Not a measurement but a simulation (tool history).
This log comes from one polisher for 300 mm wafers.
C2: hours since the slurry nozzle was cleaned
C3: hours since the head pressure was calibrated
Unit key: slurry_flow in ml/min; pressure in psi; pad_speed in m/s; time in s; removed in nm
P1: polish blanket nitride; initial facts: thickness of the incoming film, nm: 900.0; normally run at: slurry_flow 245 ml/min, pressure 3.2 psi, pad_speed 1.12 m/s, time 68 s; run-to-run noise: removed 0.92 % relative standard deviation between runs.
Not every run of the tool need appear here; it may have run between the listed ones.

Run 1, day 0.7: slurry_flow 245 ml/min, pressure 3.2 psi, pad_speed 1.12 m/s, time 68 s; wafers polished on this pad 465; C2 209.3; C3 365.2. Result: removed 126.43 nm.
At day 1.162: slurry nozzle cleaned.
Run 2, day 1.167: slurry_flow 145 ml/min, pressure 3.2 psi, pad_speed 1.12 m/s, time 68 s; wafers polished on this pad 597; C2 0.2; C3 376.4. Result: removed 115.09 nm.
Run 3, day 1.621: slurry_flow 245 ml/min, pressure 2.2 psi, pad_speed 1.12 m/s, time 68 s; wafers polished on this pad 726; C2 11.1; C3 387.3. Result: removed 85.13 nm.
Run 4, day 2.071: slurry_flow 245 ml/min, pressure 3.2 psi, pad_speed 1.12 m/s, time 102 s; wafers polished on this pad 853; C2 21.9; C3 398.1. Result: removed 187.01 nm.
Run 5, day 2.521: slurry_flow 245 ml/min, pressure 3.2 psi, pad_speed 1.12 m/s, time 68 s; wafers polished on this pad 981; C2 32.7; C3 408.9. Result: removed 123.08 nm.
Run 6, day 3.188: slurry_flow 245 ml/min, pressure 3.2 psi, pad_speed 0.52 m/s, time 52 s; wafers polished on this pad 1169; C2 48.7; C3 424.9. Result: removed 51.052 nm.
Run 7, day 3.771: slurry_flow 245 ml/min, pressure 5 psi, pad_speed 1.12 m/s, time 68 s; wafers polished on this pad 1335; C2 62.7; C3 438.9. Result: removed 193.15 nm.
Run 8, day 4.133: slurry_flow 245 ml/min, pressure 3.2 psi, pad_speed 0.68 m/s, time 88 s; wafers polished on this pad 1437; C2 71.4; C3 447.6. Result: removed 106.66 nm.
Run 9, day 4.642: slurry_flow 245 ml/min, pressure 3.2 psi, pad_speed 1.68 m/s, time 68 s; wafers polished on this pad 1581; C2 83.6; C3 459.8. Result: removed 169.91 nm.
Run 10, day 5.4: slurry_flow 245 ml/min, pressure 3.2 psi, pad_speed 0.56 m/s, time 68 s; wafers polished on this pad 1796; C2 101.8; C3 478. Result: removed 71.307 nm.
Run 11, day 5.771: slurry_flow 245 ml/min, pressure 3.2 psi, pad_speed 1.12 m/s, time 68 s; wafers polished on this pad 1901; C2 110.7; C3 486.9. Result: removed 122.24 nm.
Run 12, day 6.479: slurry_flow 245 ml/min, pressure 3.2 psi, pad_speed 1.12 m/s, time 68 s; wafers polished on this pad 2101; C2 127.7; C3 503.9. Result: removed 123.2 nm.
Run 13, day 7.112: slurry_flow 160 ml/min, pressure 3.2 psi, pad_speed 1.12 m/s, time 48 s; wafers polished on this pad 2281; C2 142.9; C3 519.1. Result: removed 82.077 nm.
Run 14, day 7.567: slurry_flow 245 ml/min, pressure 3.2 psi, pad_speed 1.12 m/s, time 36 s; wafers polished on this pad 2409; C2 153.8; C3 530. Result: removed 65.386 nm.
Run 15, day 8.171: slurry_flow 380 ml/min, pressure 3.2 psi, pad_speed 1.12 m/s, time 68 s; wafers polished on this pad 2580; C2 168.3; C3 544.5. Result: removed 131.41 nm.
Run 16, day 8.946: slurry_flow 245 ml/min, pressure 3.2 psi, pad_speed 1.12 m/s, time 68 s; wafers polished on this pad 2800; C2 186.9; C3 563.1. Result: removed 122.85 nm.
Run 17, day 9.517: slurry_flow 245 ml/min, pressure 3.2 psi, pad_speed 1.12 m/s, time 68 s; wafers polished on this pad 2962; C2 200.6; C3 576.8. Result: removed 120.79 nm.
Run 18, day 9.967: slurry_flow 245 ml/min, pressure 3.2 psi, pad_speed 1.12 m/s, time 68 s; wafers polished on this pad 3089; C2 211.4; C3 587.6. Result: removed 118.7 nm.
At day 10.442: head pressure recalibrated.
Run 19, day 10.733: slurry_flow 245 ml/min, pressure 3.2 psi, pad_speed 1.12 m/s, time 68 s; wafers polished on this pad 3306; C2 229.8; C3 7.1. Result: removed 117.37 nm.
Run 20, day 11.442: slurry_flow 245 ml/min, pressure 3.2 psi, pad_speed 1.12 m/s, time 68 s; wafers polished on this pad 3507; C2 246.8; C3 24.1. Result: removed 116.55 nm.
Run 21, day 12.004: slurry_flow 245 ml/min, pressure 3.2 psi, pad_speed 1.12 m/s, time 68 s; wafers polished on this pad 3666; C2 260.3; C3 37.6. Result: removed 115.42 nm.
Run 22, day 12.504: slurry_flow 245 ml/min, pressure 3.2 psi, pad_speed 1.12 m/s, time 68 s; wafers polished on this pad 3807; C2 272.3; C3 49.6. Result: removed 119.35 nm.

P1 no longer gives what it gave before; its output has crept away from where it was. The following 2 causes, each at its listed size, fit the log equally well:
A: removal rate lost through wear of the pad, % = 5.46
B: slurry flow missing at the pad, % = 34.2
The gradual shift began around day 8.946.
Ruled out, with reasons:
head's pressure below its setpoint, %: serviced at day 10.442, which brought nothing back

4 check runs are offered, each on 5 wafers whose results are averaged, their results left as question marks. Which one tells the causes apart?
Run check 1, day 13.004: slurry_flow 245 ml/min, pressure 3.2 psi, pad_speed 0.72 m/s, time 68 s. Result: removed ?.
Run check 2, day 13.004: slurry_flow 245 ml/min, pressure 3.2 psi, pad_speed 0.68 m/s, time 68 s. Result: removed ?.
Run check 3, day 13.004: slurry_flow 245 ml/min, pressure 3.2 psi, pad_speed 0.88 m/s, time 83 s. Result: removed ?.
Run check 4, day 13.004: slurry_flow 145 ml/min, pressure 3.2 psi, pad_speed 0.88 m/s, time 68 s. Result: removed ?.

Predicted outcomes, by check and by cause:
  check   result    if A    if B
check 1  removed  81.873  81.869
check 2  removed  78.213   78.21
check 3  removed  117.34  117.33
check 4  removed   89.25  86.193
Per check, the gap between the least separated pair of causes, taken in the result that splits them most: check 1 0 %; check 2 0 %; check 3 0 %; check 4 3.49 %
The other checks would show nearly matching results whichever cause is true, so check 4 is the only one that separates the causes.

Then check 4 was run and gave: removed 89.505 nm. Which cause is it?

It was cause A: removal rate lost through wear of the pad, %.
